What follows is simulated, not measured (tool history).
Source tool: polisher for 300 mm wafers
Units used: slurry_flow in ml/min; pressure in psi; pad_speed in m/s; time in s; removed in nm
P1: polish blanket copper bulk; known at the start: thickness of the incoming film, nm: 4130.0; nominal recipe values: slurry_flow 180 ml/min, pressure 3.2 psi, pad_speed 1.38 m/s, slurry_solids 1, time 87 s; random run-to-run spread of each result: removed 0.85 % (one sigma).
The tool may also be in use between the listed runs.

run	hour	slurry_flow	pressure	pad_speed	slurry_solids	time	wafers polished on this pad	hours since the slurry nozzle was cleaned	hours since the head pressure was calibrated	hours since the slurry blender was calibrated	removed
1	6.5	180	3.2	1.38	1	87	246	144.1	737	88.6	1221.4
2	10	180	3.2	0.62	1	87	283	147.6	740.5	92.1	549.34
3	15.8	180	3.2	1.38	1	87	345	153.4	746.3	97.9	1202.3
4	23.4	180	3.2	1.38	1	87	425	161	753.9	105.5	1220.2
5	27.4	180	1.9	1.38	1	87	468	165	757.9	109.5	726.68
6	33.5	180	3.2	2.1	1	87	533	171.1	764	115.6	1842.1
7	38.2	240	3.2	1.38	1	87	583	175.8	768.7	120.3	1271.9
8	45.8	180	3.2	1.38	1	119	663	183.4	776.3	127.9	1652.8
9	51.9	180	3.2	1.38	1	52	728	189.5	782.4	134	724.82
10	57.9	180	3.2	1.38	1.3	87	792	195.5	788.4	140	1271.3
11	65.3	180	3.2	1.38	0.55	87	870	202.9	795.8	147.4	1069.8
12	69.4	180	4.4	1.38	1	87	914	207	799.9	151.5	1655.6
13	75.8	110	1.6	1.38	1	87	982	213.4	806.3	157.9	557.36
14	82.4	110	3.2	1.38	1	87	1052	220	812.9	164.5	1113.7
15	88.2	180	3.2	1.38	1	87	1113	225.8	818.7	170.3	1211.5

Run 16 has not been measured yet. What should we expect?
16	92	180	3.2	1.38	1	87	1154	229.6	822.5	174.1	?

Logged for run 16: removed 1215.2 nm.
